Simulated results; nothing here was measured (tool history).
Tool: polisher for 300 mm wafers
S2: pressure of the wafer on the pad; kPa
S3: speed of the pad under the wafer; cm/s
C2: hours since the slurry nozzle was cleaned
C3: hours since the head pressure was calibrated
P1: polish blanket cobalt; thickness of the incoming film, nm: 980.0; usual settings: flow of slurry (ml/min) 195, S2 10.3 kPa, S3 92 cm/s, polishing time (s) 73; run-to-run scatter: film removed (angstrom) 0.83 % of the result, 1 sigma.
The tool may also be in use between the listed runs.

run 1 day=0.142 | flow_of_slurry_(ml/min)=195 S2=10.3 S3=92 polishing_time_(s)=73 | wafers_polished_on_this_pad=451 C2=118.3 C3=274.6 | film_removed_(angstrom)=2248.90
run 2 day=0.325 | flow_of_slurry_(ml/min)=300 S2=10.3 S3=60 polishing_time_(s)=73 | wafers_polished_on_this_pad=484 C2=122.7 C3=279.0 | film_removed_(angstrom)=1526.10
run 3 day=0.462 | flow_of_slurry_(ml/min)=195 S2=5.5 S3=50 polishing_time_(s)=73 | wafers_polished_on_this_pad=509 C2=126.0 C3=282.3 | film_removed_(angstrom)=646.12
run 4 day=0.588 | flow_of_slurry_(ml/min)=195 S2=14.5 S3=92 polishing_time_(s)=73 | wafers_polished_on_this_pad=531 C2=129.0 C3=285.3 | film_removed_(angstrom)=3115.80
-- day=0.621 head pressure recalibrated
run 5 day=0.771 | flow_of_slurry_(ml/min)=195 S2=10.3 S3=92 polishing_time_(s)=38 | wafers_polished_on_this_pad=564 C2=133.4 C3=3.6 | film_removed_(angstrom)=1168.40
run 6 day=0.942 | flow_of_slurry_(ml/min)=195 S2=4.8 S3=92 polishing_time_(s)=73 | wafers_polished_on_this_pad=595 C2=137.5 C3=7.7 | film_removed_(angstrom)=1046.90
run 7 day=1.071 | flow_of_slurry_(ml/min)=195 S2=10.3 S3=92 polishing_time_(s)=113 | wafers_polished_on_this_pad=619 C2=140.6 C3=10.8 | film_removed_(angstrom)=3423.10
run 8 day=1.267 | flow_of_slurry_(ml/min)=195 S2=10.3 S3=42 polishing_time_(s)=73 | wafers_polished_on_this_pad=654 C2=145.3 C3=15.5 | film_removed_(angstrom)=1019.10
run 9 day=1.388 | flow_of_slurry_(ml/min)=195 S2=10.3 S3=126 polishing_time_(s)=73 | wafers_polished_on_this_pad=676 C2=148.2 C3=18.4 | film_removed_(angstrom)=3054.30
run 10 day=1.583 | flow_of_slurry_(ml/min)=270 S2=13.1 S3=92 polishing_time_(s)=73 | wafers_polished_on_this_pad=711 C2=152.9 C3=23.1 | film_removed_(angstrom)=2892.80
run 11 day=1.762 | flow_of_slurry_(ml/min)=255 S2=10.3 S3=92 polishing_time_(s)=73 | wafers_polished_on_this_pad=744 C2=157.2 C3=27.4 | film_removed_(angstrom)=2312.80
run 12 day=1.862 | flow_of_slurry_(ml/min)=195 S2=10.3 S3=92 polishing_time_(s)=73 | wafers_polished_on_this_pad=762 C2=159.6 C3=29.8 | film_removed_(angstrom)=2237.40
run 13 day=1.996 | flow_of_slurry_(ml/min)=195 S2=10.3 S3=92 polishing_time_(s)=73 | wafers_polished_on_this_pad=786 C2=162.8 C3=33.0 | film_removed_(angstrom)=2248.70
run 14 day=2.212 | flow_of_slurry_(ml/min)=195 S2=10.3 S3=92 polishing_time_(s)=73 | wafers_polished_on_this_pad=825 C2=168.0 C3=38.2 | film_removed_(angstrom)=2233.00
-- day=2.246 worn pad replaced by a new one
run 15 day=2.308 | flow_of_slurry_(ml/min)=115 S2=10.3 S3=92 polishing_time_(s)=73 | wafers_polished_on_this_pad=11 C2=170.3 C3=40.5 | film_removed_(angstrom)=2042.80
run 16 day=2.408 | flow_of_slurry_(ml/min)=195 S2=10.3 S3=92 polishing_time_(s)=73 | wafers_polished_on_this_pad=29 C2=172.7 C3=42.9 | film_removed_(angstrom)=2268.50
run 17 day=2.571 | flow_of_slurry_(ml/min)=195 S2=10.3 S3=92 polishing_time_(s)=73 | wafers_polished_on_this_pad=59 C2=176.6 C3=46.8 | film_removed_(angstrom)=2243.20
run 18 day=2.667 | flow_of_slurry_(ml/min)=195 S2=10.3 S3=92 polishing_time_(s)=73 | wafers_polished_on_this_pad=76 C2=178.9 C3=49.1 | film_removed_(angstrom)=2195.00
run 19 day=2.854 | flow_of_slurry_(ml/min)=195 S2=10.3 S3=92 polishing_time_(s)=73 | wafers_polished_on_this_pad=110 C2=183.4 C3=53.6 | film_removed_(angstrom)=2211.60
run 20 day=2.988 | flow_of_slurry_(ml/min)=195 S2=10.3 S3=92 polishing_time_(s)=73 | wafers_polished_on_this_pad=134 C2=186.6 C3=56.8 | film_removed_(angstrom)=2177.00

The next listed run, before its measurement:
run 21 day=3.204 | flow_of_slurry_(ml/min)=195 S2=10.3 S3=92 polishing_time_(s)=73 | wafers_polished_on_this_pad=173 C2=191.8 C3=62.0 | film_removed_(angstrom)=?

film removed (angstrom): 2133.00
